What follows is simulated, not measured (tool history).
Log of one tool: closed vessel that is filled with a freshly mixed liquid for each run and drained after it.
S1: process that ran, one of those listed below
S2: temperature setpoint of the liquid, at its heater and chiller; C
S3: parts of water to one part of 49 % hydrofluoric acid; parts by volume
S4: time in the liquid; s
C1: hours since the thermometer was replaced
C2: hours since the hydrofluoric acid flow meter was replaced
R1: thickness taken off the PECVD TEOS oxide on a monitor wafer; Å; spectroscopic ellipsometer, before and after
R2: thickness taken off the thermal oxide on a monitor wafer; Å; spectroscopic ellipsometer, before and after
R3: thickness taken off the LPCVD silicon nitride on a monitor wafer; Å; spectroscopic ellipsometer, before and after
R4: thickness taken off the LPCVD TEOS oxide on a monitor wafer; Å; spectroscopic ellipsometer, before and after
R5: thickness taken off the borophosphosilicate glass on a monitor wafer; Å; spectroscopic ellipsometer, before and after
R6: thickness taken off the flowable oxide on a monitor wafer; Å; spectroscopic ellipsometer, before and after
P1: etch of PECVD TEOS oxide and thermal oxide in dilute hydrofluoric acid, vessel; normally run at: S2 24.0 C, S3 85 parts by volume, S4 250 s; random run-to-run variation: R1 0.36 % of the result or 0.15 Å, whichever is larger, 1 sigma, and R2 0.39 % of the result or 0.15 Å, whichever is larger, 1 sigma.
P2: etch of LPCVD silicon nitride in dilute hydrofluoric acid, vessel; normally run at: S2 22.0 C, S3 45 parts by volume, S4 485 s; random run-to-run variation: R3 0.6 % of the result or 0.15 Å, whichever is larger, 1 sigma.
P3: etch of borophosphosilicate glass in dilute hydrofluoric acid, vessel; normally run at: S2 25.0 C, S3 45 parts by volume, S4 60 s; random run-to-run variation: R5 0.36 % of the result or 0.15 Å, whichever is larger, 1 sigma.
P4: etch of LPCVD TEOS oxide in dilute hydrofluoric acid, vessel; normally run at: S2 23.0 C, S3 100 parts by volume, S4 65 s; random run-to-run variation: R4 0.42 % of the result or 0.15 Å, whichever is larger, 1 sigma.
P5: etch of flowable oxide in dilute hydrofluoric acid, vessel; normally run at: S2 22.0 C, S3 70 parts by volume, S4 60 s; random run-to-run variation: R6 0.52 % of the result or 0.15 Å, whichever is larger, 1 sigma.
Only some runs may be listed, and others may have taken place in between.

Run 1, hour 10.6: S1 P1, S2 24.0 C, S3 85 parts by volume, S4 250 s; C1 420.7; C2 710.9. Result: R1 343.47 Å, R2 145.570 Å.
Run 2, hour 22.6: S1 P2, S2 22.0 C, S3 45 parts by volume, S4 485 s; C1 432.7; C2 722.9. Result: R3 44.989 Å.
Run 3, hour 29.5: S1 P4, S2 23.0 C, S3 100 parts by volume, S4 65 s; C1 439.6; C2 729.8. Result: R4 336.63 Å.
Run 4, hour 35.3: S1 P3, S2 25.0 C, S3 75 parts by volume, S4 60 s; C1 445.4; C2 735.6. Result: R5 298.61 Å.
Run 5, hour 41.8: S1 P2, S2 28.0 C, S3 45 parts by volume, S4 485 s; C1 451.9; C2 742.1. Result: R3 66.705 Å.
Run 6, hour 54.1: S1 P1, S2 24.0 C, S3 85 parts by volume, S4 250 s; C1 464.2; C2 754.4. Result: R1 345.20 Å, R2 145.050 Å.
Run 7, hour 62.7: S1 P1, S2 24.0 C, S3 85 parts by volume, S4 250 s; C1 472.8; C2 763.0. Result: R1 344.15 Å, R2 146.450 Å.
Run 8, hour 68.4: S1 P5, S2 22.0 C, S3 95 parts by volume, S4 60 s; C1 478.5; C2 768.7. Result: R6 398.09 Å.
Run 9, hour 76.5: S1 P1, S2 24.0 C, S3 140 parts by volume, S4 250 s; C1 486.6; C2 776.8. Result: R1 195.57 Å, R2 83.800 Å.
Run 10, hour 85.3: S1 P1, S2 24.0 C, S3 85 parts by volume, S4 105 s; C1 495.4; C2 785.6. Result: R1 143.21 Å, R2 61.348 Å.
Run 11, hour 98.1: S1 P5, S2 22.0 C, S3 70 parts by volume, S4 30 s; C1 508.2; C2 798.4. Result: R6 280.75 Å.
Run 12, hour 111.0: S1 P1, S2 20.5 C, S3 85 parts by volume, S4 385 s; C1 521.1; C2 811.3. Result: R1 456.36 Å, R2 195.290 Å.
Run 13, hour 122.4: S1 P1, S2 24.0 C, S3 85 parts by volume, S4 250 s; C1 532.5; C2 822.7. Result: R1 345.07 Å, R2 145.860 Å.
Run 14, hour 133.7: S1 P4, S2 23.0 C, S3 100 parts by volume, S4 65 s; C1 543.8; C2 834.0. Result: R4 338.99 Å.
Run 15, hour 144.5: S1 P4, S2 23.0 C, S3 100 parts by volume, S4 30 s; C1 554.6; C2 844.8. Result: R4 157.32 Å.
Run 16, hour 152.9: S1 P4, S2 17.0 C, S3 100 parts by volume, S4 65 s; C1 563.0; C2 853.2. Result: R4 266.56 Å.
Run 17, hour 163.7: S1 P5, S2 22.0 C, S3 70 parts by volume, S4 60 s; C1 573.8; C2 864.0. Result: R6 563.02 Å.
Run 18, hour 169.5: S1 P1, S2 28.5 C, S3 85 parts by volume, S4 250 s; C1 579.6; C2 869.8. Result: R1 411.25 Å, R2 173.160 Å.
Run 19, hour 176.1: S1 P4, S2 23.0 C, S3 60 parts by volume, S4 65 s; C1 586.2; C2 876.4. Result: R4 595.27 Å.
Run 20, hour 186.9: S1 P3, S2 18.0 C, S3 45 parts by volume, S4 60 s; C1 597.0; C2 887.2. Result: R5 390.67 Å.
Run 21, hour 193.4: S1 P2, S2 22.0 C, S3 70 parts by volume, S4 485 s; C1 603.5; C2 893.7. Result: R3 28.983 Å.
Run 22, hour 204.3: S1 P1, S2 24.0 C, S3 50 parts by volume, S4 250 s; C1 614.4; C2 904.6. Result: R1 610.73 Å, R2 259.300 Å.
Run 23, hour 209.9: S1 P2, S2 22.0 C, S3 45 parts by volume, S4 180 s; C1 620.0; C2 910.2. Result: R3 16.582 Å.
Run 24, hour 222.4: S1 P1, S2 24.0 C, S3 85 parts by volume, S4 455 s; C1 632.5; C2 922.7. Result: R1 626.74 Å, R2 264.690 Å.
Run 25, hour 228.5: S1 P1, S2 17.5 C, S3 85 parts by volume, S4 250 s; C1 638.6; C2 928.8. Result: R1 264.95 Å, R2 112.110 Å.
Run 26, hour 239.9: S1 P3, S2 25.0 C, S3 45 parts by volume, S4 95 s; C1 650.0; C2 940.2. Result: R5 827.96 Å.
Run 27, hour 251.1: S1 P3, S2 25.0 C, S3 45 parts by volume, S4 60 s; C1 661.2; C2 951.4. Result: R5 518.36 Å.
Run 28, hour 260.4: S1 P1, S2 24.0 C, S3 85 parts by volume, S4 250 s; C1 670.5; C2 960.7. Result: R1 344.10 Å, R2 145.720 Å.
Run 29, hour 266.2: S1 P5, S2 17.0 C, S3 70 parts by volume, S4 60 s; C1 676.3; C2 966.5. Result: R6 453.19 Å.
Run 30, hour 272.9: S1 P5, S2 22.0 C, S3 70 parts by volume, S4 60 s; C1 683.0; C2 973.2. Result: R6 557.72 Å.
Run 31, hour 285.5: S1 P1, S2 24.0 C, S3 85 parts by volume, S4 250 s; C1 695.6; C2 985.8. Result: R1 343.29 Å, R2 145.260 Å.
Run 32, hour 297.7: S1 P1, S2 24.0 C, S3 85 parts by volume, S4 250 s; C1 707.8; C2 998.0. Result: R1 332.07 Å, R2 141.130 Å.
Run 33, hour 304.5: S1 P1, S2 24.0 C, S3 85 parts by volume, S4 250 s; C1 714.6; C2 1004.8. Result: R1 326.44 Å, R2 138.940 Å.
Run 34, hour 312.5: S1 P1, S2 24.0 C, S3 85 parts by volume, S4 250 s; C1 722.6; C2 1012.8. Result: R1 320.63 Å, R2 136.580 Å.
Run 35, hour 324.2: S1 P1, S2 24.0 C, S3 85 parts by volume, S4 250 s; C1 734.3; C2 1024.5. Result: R1 317.58 Å, R2 135.490 Å.
Run 36, hour 332.7: S1 P1, S2 24.0 C, S3 85 parts by volume, S4 250 s; C1 742.8; C2 1033.0. Result: R1 317.60 Å, R2 134.290 Å.
Run 37, hour 343.4: S1 P1, S2 24.0 C, S3 85 parts by volume, S4 250 s; C1 753.5; C2 1043.7. Result: R1 315.57 Å, R2 134.520 Å.
Run 38, hour 356.0: S1 P1, S2 24.0 C, S3 85 parts by volume, S4 250 s; C1 766.1; C2 1056.3. Result: R1 316.41 Å, R2 134.560 Å.
Run 39, hour 365.8: S1 P1, S2 24.0 C, S3 85 parts by volume, S4 250 s; C1 775.9; C2 1066.1. Result: R1 316.42 Å, R2 133.140 Å.
Run 40, hour 376.4: S1 P1, S2 24.0 C, S3 85 parts by volume, S4 250 s; C1 786.5; C2 1076.7. Result: R1 313.78 Å, R2 133.360 Å.
Run 41, hour 383.1: S1 P1, S2 24.0 C, S3 85 parts by volume, S4 250 s; C1 793.2; C2 1083.4. Result: R1 313.42 Å, R2 133.320 Å.

What P1 gives has crept away from where it was. These 2 causes fit the log equally well, each at the size given:
A: liquid colder than its thermometer reads (K) = 2.27
B: hydrofluoric acid flow below the setpoint (%) = 7.92
The onset of the drift is placed at about hour 285.5.

Of the 4 check runs listed below, each run on one wafer and each result written as a question mark, which would let you distinguish the listed causes because they would give clearly different results?
Run check 1, hour 389.8: S1 P4, S2 23.0 C, S3 100 parts by volume, S4 65 s. Result: R4 ?.
Run check 2, hour 389.8: S1 P5, S2 22.0 C, S3 70 parts by volume, S4 60 s. Result: R6 ?.
Run check 3, hour 389.8: S1 P2, S2 22.0 C, S3 45 parts by volume, S4 485 s. Result: R3 ?.
Run check 4, hour 389.8: S1 P3, S2 25.0 C, S3 45 parts by volume, S4 60 s. Result: R5 ?.

Predicted outcomes, by check and by cause:
  check  result    if A    if B
check 1      R4  309.31  308.98
check 2      R6  509.38  511.70
check 3      R3  37.931  40.953
check 4      R5  472.74  475.63
Separation of the two closest causes in each check, using whichever result separates them best: check 1 0.11 %; check 2 0.46 %; check 3 7.67 %; check 4 0.61 %
The causes can be told apart only by check 3. The other checks would give nearly the same results under each of them.

The results of check 3 are: R3 37.622 Å. Based on these, which of the listed causes is it?

It was cause A: liquid colder than its thermometer reads (K).
